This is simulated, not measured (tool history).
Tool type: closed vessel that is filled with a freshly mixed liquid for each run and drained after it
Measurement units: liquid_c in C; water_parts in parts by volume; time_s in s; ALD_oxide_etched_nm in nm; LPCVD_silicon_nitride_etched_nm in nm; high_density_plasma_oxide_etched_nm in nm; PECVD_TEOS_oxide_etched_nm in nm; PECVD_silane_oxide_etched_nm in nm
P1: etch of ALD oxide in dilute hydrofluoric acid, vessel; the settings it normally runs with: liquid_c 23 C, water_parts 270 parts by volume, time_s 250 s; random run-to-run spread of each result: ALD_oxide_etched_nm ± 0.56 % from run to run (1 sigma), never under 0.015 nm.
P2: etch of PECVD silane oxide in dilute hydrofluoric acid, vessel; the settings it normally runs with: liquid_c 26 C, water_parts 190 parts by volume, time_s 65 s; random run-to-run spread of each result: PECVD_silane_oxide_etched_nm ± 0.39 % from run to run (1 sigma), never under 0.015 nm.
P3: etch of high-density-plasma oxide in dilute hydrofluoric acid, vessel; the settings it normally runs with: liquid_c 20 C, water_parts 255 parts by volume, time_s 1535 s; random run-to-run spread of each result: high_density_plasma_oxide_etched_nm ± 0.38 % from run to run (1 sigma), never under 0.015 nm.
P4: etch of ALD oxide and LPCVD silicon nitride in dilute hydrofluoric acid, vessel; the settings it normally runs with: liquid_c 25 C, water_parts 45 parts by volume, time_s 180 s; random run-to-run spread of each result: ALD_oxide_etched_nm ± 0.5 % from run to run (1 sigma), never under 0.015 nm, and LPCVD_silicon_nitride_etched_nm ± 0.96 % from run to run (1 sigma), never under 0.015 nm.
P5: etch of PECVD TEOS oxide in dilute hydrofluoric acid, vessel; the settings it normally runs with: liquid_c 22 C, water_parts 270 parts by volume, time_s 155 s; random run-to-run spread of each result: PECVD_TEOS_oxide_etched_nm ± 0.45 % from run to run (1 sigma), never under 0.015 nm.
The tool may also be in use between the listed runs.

run   hour  process  liquid_c  water_parts  time_s  hours since the thermometer was replaced  hours since the hydrofluoric acid flow meter was replaced  ALD_oxide_etched_nm  LPCVD_silicon_nitride_etched_nm  high_density_plasma_oxide_etched_nm  PECVD_TEOS_oxide_etched_nm  PECVD_silane_oxide_etched_nm
  1   15.5       P1        23          270     250                                     699.8                                                      431.2               13.482
  2   26.7       P4      18.5           45     180                                       711                                                      442.4               33.229                           1.3413
  3   34.4       P3        17          255    1535                                     718.7                                                      450.1                                                                                     20.271
  4   49.3       P4        25           45      95                                     733.6                                                        465               23.128                           1.0749
  5   61.4       P5        22          270     155                                     745.7                                                      477.1                                                                                                                 6.0783
  6   72.8       P1        23          270     250                                     757.1                                                      488.5               13.491
  7   83.5       P3        20          255    1535                                     767.8                                                      499.2                                                                                     22.753
  8     95       P1        23          270     370                                     779.3                                                      510.7               19.934
  9  104.4       P1        23          270     250                                     788.7                                                      520.1               13.457
 10  118.6       P1      28.5          270     250                                     802.9                                                      534.3               16.303
 11  132.4       P2        26          190      65                                     816.7                                                      548.1                                                                                                                                               6.9361
 12  147.7       P5        17          270     155                                       832                                                      563.4                                                                                                                 5.1283
 13  159.6       P5        22          270     155                                     843.9                                                      575.3                                                                                                                 6.1614
 14  169.9       P3        20          255    1535                                     854.2                                                      585.6                                                                                      22.84
 15  181.4       P2      31.5          190      65                                     865.7                                                      597.1                                                                                                                                               8.4124
 16  195.4       P1        17          270     250                                     879.7                                                      611.1                10.86
 17  203.2       P1      28.5          270      35                                     887.5                                                      618.9               2.2607
 18  211.6       P1      19.5          405     250                                     895.9                                                      627.3               7.0006
 19  227.4       P1        23          470     250                                     911.7                                                      643.1               6.4186
 20    243       P1        23          270     125                                     927.3                                                      658.7               6.6966
 21  255.1       P2        26          120      65                                     939.4                                                      670.8                                                                                                                                               11.982
 22  269.7       P5        22          270     315                                       954                                                      685.4                                                                                                                 12.479
 23  277.2       P2        26          190      30                                     961.5                                                      692.9                                                                                                                                               3.1649
 24  288.9       P4        25           45     180                                     973.2                                                      704.6               43.863                           2.0768
 25  303.1       P3        20          255    2875                                     987.4                                                      718.8                                                                                     42.231
 26  315.5       P5        22          465     155                                     999.8                                                      731.2                                                                                                                 2.9934
 27  330.4       P1        23          270     250                                    1014.7                                                      746.1                13.55
 28  345.4       P1        17          450     250                                    1029.7                                                      761.1                5.661
 29  359.2       P3        20          465    1535                                    1043.5                                                      774.9                                                                                     10.371
 30  374.2       P4        25           70     180                                    1058.5                                                      789.9               27.139                           1.3293
 31    389       P1        23          150     250                                    1073.3                                                      804.7               27.525
 32  399.2       P1        23          270     250                                    1083.5                                                      814.9               13.604

Run 33, settings as shown, results not yet in. Your forecast:
 33  407.2       P1        23          270     250                                    1091.5                                                      822.9                    ?

{"run 33": {"ALD_oxide_etched_nm": 13.219}}

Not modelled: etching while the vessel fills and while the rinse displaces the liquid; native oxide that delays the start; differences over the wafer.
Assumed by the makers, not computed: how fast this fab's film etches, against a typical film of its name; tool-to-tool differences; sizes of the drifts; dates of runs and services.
